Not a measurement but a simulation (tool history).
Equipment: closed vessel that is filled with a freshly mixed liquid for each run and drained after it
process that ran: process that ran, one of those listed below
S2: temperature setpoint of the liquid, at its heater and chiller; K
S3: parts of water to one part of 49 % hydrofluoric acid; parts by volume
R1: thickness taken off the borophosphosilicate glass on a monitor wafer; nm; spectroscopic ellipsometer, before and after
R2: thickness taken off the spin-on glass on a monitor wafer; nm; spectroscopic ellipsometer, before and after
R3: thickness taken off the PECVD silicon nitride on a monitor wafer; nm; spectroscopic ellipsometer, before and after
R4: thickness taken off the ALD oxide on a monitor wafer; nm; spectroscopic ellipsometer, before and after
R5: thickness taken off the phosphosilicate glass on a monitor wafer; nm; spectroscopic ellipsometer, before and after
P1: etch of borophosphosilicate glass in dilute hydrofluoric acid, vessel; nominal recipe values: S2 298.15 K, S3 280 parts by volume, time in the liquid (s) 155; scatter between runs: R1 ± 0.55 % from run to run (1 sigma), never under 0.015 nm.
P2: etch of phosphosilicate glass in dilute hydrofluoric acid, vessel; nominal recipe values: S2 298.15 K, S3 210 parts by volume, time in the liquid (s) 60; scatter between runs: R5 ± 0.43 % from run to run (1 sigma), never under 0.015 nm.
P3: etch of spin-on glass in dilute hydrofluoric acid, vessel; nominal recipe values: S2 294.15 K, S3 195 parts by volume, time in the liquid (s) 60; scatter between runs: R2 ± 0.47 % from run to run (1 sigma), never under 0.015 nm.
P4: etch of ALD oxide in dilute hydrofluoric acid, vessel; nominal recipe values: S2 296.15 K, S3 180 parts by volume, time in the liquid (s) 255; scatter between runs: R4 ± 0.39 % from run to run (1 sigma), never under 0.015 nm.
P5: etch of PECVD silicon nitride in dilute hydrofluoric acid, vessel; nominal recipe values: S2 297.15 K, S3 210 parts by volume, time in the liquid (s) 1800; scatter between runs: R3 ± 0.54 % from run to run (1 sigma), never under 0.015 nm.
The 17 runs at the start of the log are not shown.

Run 18, hour 140.0: process that ran P2, S2 298.15 K, S3 210 parts by volume, time in the liquid (s) 30. Result: R5 14.527 nm.
Run 19, hour 150.5: process that ran P2, S2 298.15 K, S3 50 parts by volume, time in the liquid (s) 60. Result: R5 147.500 nm.
Run 20, hour 156.4: process that ran P3, S2 290.15 K, S3 195 parts by volume, time in the liquid (s) 60. Result: R2 5.9384 nm.
Run 21, hour 167.2: process that ran P1, S2 298.15 K, S3 280 parts by volume, time in the liquid (s) 85. Result: R1 12.3170 nm.
Run 22, hour 172.3: process that ran P1, S2 298.15 K, S3 280 parts by volume, time in the liquid (s) 155. Result: R1 22.4450 nm.
Run 23, hour 182.6: process that ran P5, S2 303.15 K, S3 210 parts by volume, time in the liquid (s) 1800. Result: R3 25.1080 nm.
Run 24, hour 192.5: process that ran P3, S2 294.15 K, S3 195 parts by volume, time in the liquid (s) 30. Result: R2 3.4788 nm.
Run 25, hour 197.7: process that ran P2, S2 303.65 K, S3 210 parts by volume, time in the liquid (s) 60. Result: R5 35.150 nm.
Run 26, hour 204.2: process that ran P5, S2 297.15 K, S3 210 parts by volume, time in the liquid (s) 1800. Result: R3 17.4660 nm.
Run 27, hour 210.5: process that ran P4, S2 296.15 K, S3 180 parts by volume, time in the liquid (s) 255. Result: R4 21.536 nm.
Run 28, hour 217.8: process that ran P1, S2 293.15 K, S3 400 parts by volume, time in the liquid (s) 155. Result: R1 11.9280 nm.

Forecast run 29:
Run 29, hour 225.7: process that ran P1, S2 298.15 K, S3 280 parts by volume, time in the liquid (s) 155. Result: R1 ?.

{"run 29": {"R1": 22.786}}
